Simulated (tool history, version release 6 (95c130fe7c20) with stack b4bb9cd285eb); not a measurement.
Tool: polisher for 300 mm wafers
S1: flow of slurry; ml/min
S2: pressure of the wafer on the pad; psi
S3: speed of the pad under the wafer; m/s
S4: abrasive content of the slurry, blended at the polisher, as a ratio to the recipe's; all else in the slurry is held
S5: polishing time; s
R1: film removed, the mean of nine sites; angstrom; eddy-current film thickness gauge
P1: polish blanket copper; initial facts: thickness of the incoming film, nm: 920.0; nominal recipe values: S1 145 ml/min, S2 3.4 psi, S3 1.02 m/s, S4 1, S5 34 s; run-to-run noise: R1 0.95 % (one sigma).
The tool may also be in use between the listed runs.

run	day	S1	S2	S3	S4	S5	R1
1	0.529	145	3.4	1.02	1	34	1419.3
2	1.046	145	3.4	1.02	1	34	1410.9
# day 1.221: head pressure recalibrated
3	1.7	145	1.9	1.02	1	34	773.33
4	2.108	145	3.4	1.02	0.6	34	1260.8
5	2.712	230	3.4	1.02	1	34	1502.9
6	3.138	110	3.4	1.02	1	18	694.33
7	3.825	145	4.4	1.02	1	34	1858.4
8	4.4	145	3.4	1.02	1	34	1404.8
9	4.962	145	3.4	1.02	1	15	619.14
10	5.362	145	3.4	0.72	1	34	983.21
11	6.029	145	3.4	1.02	1.4	34	1533
12	6.562	145	3.4	1.58	1	34	2189.8
13	6.888	145	3.4	1.02	1	34	1391.3
# day 7.2: slurry blender recalibrated
14	7.504	145	3.4	1.02	1	49	2039.9
15	8.004	145	3.4	1.02	1	34	1438.4
16	8.446	145	3.4	1.4	1.2	34	2012.5
17	8.804	85	3.4	1.02	1	34	1244.2
18	9.404	145	3.4	1.48	0.55	34	1795.2
19	9.975	145	3.4	1.02	1	34	1414.1
20	10.388	145	3.4	1.02	1	34	1368
21	10.95	145	3.4	1.02	1	34	1298.3
# day 11.071: head pressure recalibrated
# day 11.208: slurry blender recalibrated
22	11.458	145	3.4	1.02	1	34	1288
23	11.817	145	3.4	1.02	1	34	1293.7
24	12.358	145	3.4	1.02	1	34	1285.7
25	12.975	145	3.4	1.02	1	34	1275.7

P1 no longer gives what it gave before; its output has crept away from where it was. The following 2 causes, each at its listed size, fit the log equally well:
A: removal rate lost through wear of the pad, % = 8.84
B: slurry flow missing at the pad, % = 34.6
The process output started creeping at around day 9.975.
Why every other cause is out:
head's pressure below its setpoint, %: serviced at day 11.071, which brought nothing back
abrasive missing from the slurry, %: serviced at day 11.208, which brought nothing back

The list below offers 4 check runs, each averaging the results of 2 wafers, and shows each result as a question mark. For which of them would the listed causes give clearly different results?
check 1	13.592	145	2.6	1.02	1	44	?
check 2	13.592	145	3.4	1.4	1.25	34	?
check 3	13.592	85	3.4	1.02	1	27	?
check 4	13.592	145	3.4	1.02	0.8	34	?

How each check would come out, cause by cause:
check	result	if A	if B
check 1	R1	1266.2	1266.2
check 2	R1	1843.3	1843.4
check 3	R1	898.84	851.31
check 4	R1	1220.5	1220.6
Per-check spread between the two closest causes, in the result where they differ most: check 1 0 %; check 2 0 %; check 3 5.43 %; check 4 0 %
Check 3 is the one run that separates the causes; every other check would come out nearly the same whichever cause is at work.

Here is what check 3 returned: R1 845.9 angstrom. Which cause is it?

It is B: slurry flow missing at the pad, %.
